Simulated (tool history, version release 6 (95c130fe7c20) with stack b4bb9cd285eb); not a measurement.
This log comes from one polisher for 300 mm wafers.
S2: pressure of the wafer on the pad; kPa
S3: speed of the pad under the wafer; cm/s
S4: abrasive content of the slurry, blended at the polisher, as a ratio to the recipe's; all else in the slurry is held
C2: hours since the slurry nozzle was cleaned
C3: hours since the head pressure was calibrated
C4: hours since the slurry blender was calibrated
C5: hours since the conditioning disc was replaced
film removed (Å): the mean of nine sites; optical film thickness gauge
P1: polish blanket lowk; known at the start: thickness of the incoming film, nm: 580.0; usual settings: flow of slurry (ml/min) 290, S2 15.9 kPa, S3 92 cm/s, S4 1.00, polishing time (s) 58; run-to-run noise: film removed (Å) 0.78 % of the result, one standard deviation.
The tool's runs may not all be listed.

run 1 hour=8.1 | flow_of_slurry_(ml/min)=290 S2=15.9 S3=92 S4=1.00 polishing_time_(s)=58 | wafers_polished_on_this_pad=804 C2=199.7 C3=423.3 C4=173.2 C5=82.4 | film_removed_(Å)=269.19
run 2 hour=18.8 | flow_of_slurry_(ml/min)=290 S2=15.9 S3=92 S4=0.50 polishing_time_(s)=58 | wafers_polished_on_this_pad=903 C2=210.4 C3=434.0 C4=183.9 C5=93.1 | film_removed_(Å)=187.25
run 3 hour=31.1 | flow_of_slurry_(ml/min)=435 S2=7.6 S3=92 S4=1.00 polishing_time_(s)=58 | wafers_polished_on_this_pad=1017 C2=222.7 C3=446.3 C4=196.2 C5=105.4 | film_removed_(Å)=133.15
-- hour=32.9 slurry blender recalibrated
-- hour=33.2 head pressure recalibrated
run 4 hour=44.8 | flow_of_slurry_(ml/min)=290 S2=15.9 S3=92 S4=1.00 polishing_time_(s)=31 | wafers_polished_on_this_pad=1144 C2=236.4 C3=11.7 C4=12.0 C5=119.1 | film_removed_(Å)=142.95
run 5 hour=54.5 | flow_of_slurry_(ml/min)=290 S2=15.9 S3=92 S4=1.00 polishing_time_(s)=58 | wafers_polished_on_this_pad=1234 C2=246.1 C3=21.4 C4=21.7 C5=128.8 | film_removed_(Å)=271.33
run 6 hour=68.4 | flow_of_slurry_(ml/min)=290 S2=15.9 S3=92 S4=1.00 polishing_time_(s)=58 | wafers_polished_on_this_pad=1362 C2=260.0 C3=35.3 C4=35.6 C5=142.7 | film_removed_(Å)=269.01
run 7 hour=78.1 | flow_of_slurry_(ml/min)=290 S2=15.9 S3=92 S4=1.00 polishing_time_(s)=58 | wafers_polished_on_this_pad=1452 C2=269.7 C3=45.0 C4=45.3 C5=152.4 | film_removed_(Å)=266.37
run 8 hour=87.2 | flow_of_slurry_(ml/min)=290 S2=15.9 S3=56 S4=1.00 polishing_time_(s)=58 | wafers_polished_on_this_pad=1536 C2=278.8 C3=54.1 C4=54.4 C5=161.5 | film_removed_(Å)=183.49
run 9 hour=95.5 | flow_of_slurry_(ml/min)=290 S2=15.9 S3=128 S4=1.00 polishing_time_(s)=58 | wafers_polished_on_this_pad=1613 C2=287.1 C3=62.4 C4=62.7 C5=169.8 | film_removed_(Å)=354.11
run 10 hour=109.0 | flow_of_slurry_(ml/min)=290 S2=7.6 S3=92 S4=1.00 polishing_time_(s)=58 | wafers_polished_on_this_pad=1738 C2=300.6 C3=75.9 C4=76.2 C5=183.3 | film_removed_(Å)=127.80
-- hour=115.5 slurry nozzle cleaned
run 11 hour=119.1 | flow_of_slurry_(ml/min)=290 S2=15.9 S3=92 S4=1.25 polishing_time_(s)=58 | wafers_polished_on_this_pad=1832 C2=3.7 C3=86.0 C4=86.3 C5=193.4 | film_removed_(Å)=297.38
run 12 hour=133.3 | flow_of_slurry_(ml/min)=290 S2=22.8 S3=92 S4=1.00 polishing_time_(s)=58 | wafers_polished_on_this_pad=1963 C2=17.9 C3=100.2 C4=100.5 C5=207.6 | film_removed_(Å)=383.58
run 13 hour=146.8 | flow_of_slurry_(ml/min)=385 S2=15.9 S3=92 S4=1.00 polishing_time_(s)=58 | wafers_polished_on_this_pad=2088 C2=31.4 C3=113.7 C4=114.0 C5=221.1 | film_removed_(Å)=276.66
run 14 hour=155.1 | flow_of_slurry_(ml/min)=175 S2=15.9 S3=92 S4=1.00 polishing_time_(s)=58 | wafers_polished_on_this_pad=2165 C2=39.7 C3=122.0 C4=122.3 C5=229.4 | film_removed_(Å)=251.10
-- hour=164.9 conditioning disc replaced and pad reconditioned
run 15 hour=169.1 | flow_of_slurry_(ml/min)=290 S2=15.9 S3=92 S4=1.00 polishing_time_(s)=82 | wafers_polished_on_this_pad=2295 C2=53.7 C3=136.0 C4=136.3 C5=4.2 | film_removed_(Å)=377.85
run 16 hour=178.8 | flow_of_slurry_(ml/min)=290 S2=15.9 S3=92 S4=1.00 polishing_time_(s)=58 | wafers_polished_on_this_pad=2385 C2=63.4 C3=145.7 C4=146.0 C5=13.9 | film_removed_(Å)=269.37
run 17 hour=186.2 | flow_of_slurry_(ml/min)=290 S2=15.9 S3=92 S4=1.00 polishing_time_(s)=58 | wafers_polished_on_this_pad=2453 C2=70.8 C3=153.1 C4=153.4 C5=21.3 | film_removed_(Å)=267.26
run 18 hour=198.5 | flow_of_slurry_(ml/min)=290 S2=15.9 S3=92 S4=1.00 polishing_time_(s)=58 | wafers_polished_on_this_pad=2567 C2=83.1 C3=165.4 C4=165.7 C5=33.6 | film_removed_(Å)=271.94
run 19 hour=207.2 | flow_of_slurry_(ml/min)=290 S2=15.9 S3=92 S4=1.00 polishing_time_(s)=58 | wafers_polished_on_this_pad=2648 C2=91.8 C3=174.1 C4=174.4 C5=42.3 | film_removed_(Å)=269.24
run 20 hour=213.5 | flow_of_slurry_(ml/min)=290 S2=15.9 S3=92 S4=1.00 polishing_time_(s)=58 | wafers_polished_on_this_pad=2706 C2=98.1 C3=180.4 C4=180.7 C5=48.6 | film_removed_(Å)=264.53
run 21 hour=224.8 | flow_of_slurry_(ml/min)=290 S2=15.9 S3=92 S4=1.00 polishing_time_(s)=58 | wafers_polished_on_this_pad=2811 C2=109.4 C3=191.7 C4=192.0 C5=59.9 | film_removed_(Å)=256.13
run 22 hour=231.9 | flow_of_slurry_(ml/min)=290 S2=15.9 S3=92 S4=1.00 polishing_time_(s)=58 | wafers_polished_on_this_pad=2876 C2=116.5 C3=198.8 C4=199.1 C5=67.0 | film_removed_(Å)=252.71
run 23 hour=241.0 | flow_of_slurry_(ml/min)=290 S2=15.9 S3=92 S4=1.00 polishing_time_(s)=58 | wafers_polished_on_this_pad=2961 C2=125.6 C3=207.9 C4=208.2 C5=76.1 | film_removed_(Å)=250.50
run 24 hour=253.9 | flow_of_slurry_(ml/min)=290 S2=15.9 S3=92 S4=1.00 polishing_time_(s)=58 | wafers_polished_on_this_pad=3080 C2=138.5 C3=220.8 C4=221.1 C5=89.0 | film_removed_(Å)=248.38
-- hour=257.5 head pressure recalibrated
run 25 hour=265.4 | flow_of_slurry_(ml/min)=290 S2=15.9 S3=92 S4=1.00 polishing_time_(s)=58 | wafers_polished_on_this_pad=3187 C2=150.0 C3=7.9 C4=232.6 C5=100.5 | film_removed_(Å)=248.21
run 26 hour=276.1 | flow_of_slurry_(ml/min)=290 S2=15.9 S3=92 S4=1.00 polishing_time_(s)=58 | wafers_polished_on_this_pad=3286 C2=160.7 C3=18.6 C4=243.3 C5=111.2 | film_removed_(Å)=244.72
-- hour=277.4 slurry nozzle cleaned
-- hour=285.2 conditioning disc replaced and pad reconditioned
run 27 hour=289.7 | flow_of_slurry_(ml/min)=290 S2=15.9 S3=92 S4=1.00 polishing_time_(s)=58 | wafers_polished_on_this_pad=3412 C2=12.3 C3=32.2 C4=256.9 C5=4.5 | film_removed_(Å)=246.67
run 28 hour=297.8 | flow_of_slurry_(ml/min)=290 S2=15.9 S3=92 S4=1.00 polishing_time_(s)=58 | wafers_polished_on_this_pad=3487 C2=20.4 C3=40.3 C4=265.0 C5=12.6 | film_removed_(Å)=245.19
run 29 hour=310.8 | flow_of_slurry_(ml/min)=290 S2=15.9 S3=92 S4=1.00 polishing_time_(s)=58 | wafers_polished_on_this_pad=3607 C2=33.4 C3=53.3 C4=278.0 C5=25.6 | film_removed_(Å)=246.06
run 30 hour=319.2 | flow_of_slurry_(ml/min)=290 S2=15.9 S3=92 S4=1.00 polishing_time_(s)=58 | wafers_polished_on_this_pad=3685 C2=41.8 C3=61.7 C4=286.4 C5=34.0 | film_removed_(Å)=243.43

The log shows P1 creeping away from where it was. Any of the 2 causes listed here, at the size stated for it, fits the log just as well as the others:
A: abrasive missing from the slurry, % = 18.3
B: removal rate lost through wear of the pad, % = 9.25
Creep in the process output first set in at about hour 207.2.
Why every other cause is out:
slurry flow missing at the pad, %: was serviced at hour 277.4, once the creep was under way, yet the earlier output never came back
head's pressure below its setpoint, %: was serviced at hour 257.5, once the creep was under way, yet the earlier output never came back
time polished since the conditioner stopped cutting, s: was serviced at hour 285.2, once the creep was under way, yet the earlier output never came back

4 check runs are offered, each on 5 wafers whose results are averaged, their results left as question marks. Which one tells the causes apart?
run check 1 hour=327.6 | flow_of_slurry_(ml/min)=365 S2=15.9 S3=92 S4=1.00 polishing_time_(s)=58 | film_removed_(Å)=?
run check 2 hour=327.6 | flow_of_slurry_(ml/min)=175 S2=15.9 S3=92 S4=1.00 polishing_time_(s)=77 | film_removed_(Å)=?
run check 3 hour=327.6 | flow_of_slurry_(ml/min)=290 S2=20.7 S3=92 S4=0.60 polishing_time_(s)=58 | film_removed_(Å)=?
run check 4 hour=327.6 | flow_of_slurry_(ml/min)=290 S2=15.9 S3=72 S4=1.00 polishing_time_(s)=58 | film_removed_(Å)=?

What every check run would give for each of its results, assuming each possible cause in turn:
check=check_1 result=film_removed_(Å) if_A=248.25 if_B=248.22
check=check_2 result=film_removed_(Å) if_A=304.39 if_B=304.36
check=check_3 result=film_removed_(Å) if_A=237.65 if_B=243.75
check=check_4 result=film_removed_(Å) if_A=200.16 if_B=200.14
Smallest distance between any two causes, each pair judged by its most separating result, in per cent: check 1 0.01 %; check 2 0.01 %; check 3 2.54 %; check 4 0.01 %
Only in check 3 would the causes give clearly different results; in the remaining checks their results would be nearly the same.

Running check 3 produced the following: film removed (Å) 244.11. Which one of the listed causes fits?

The cause is B: removal rate lost through wear of the pad, %.
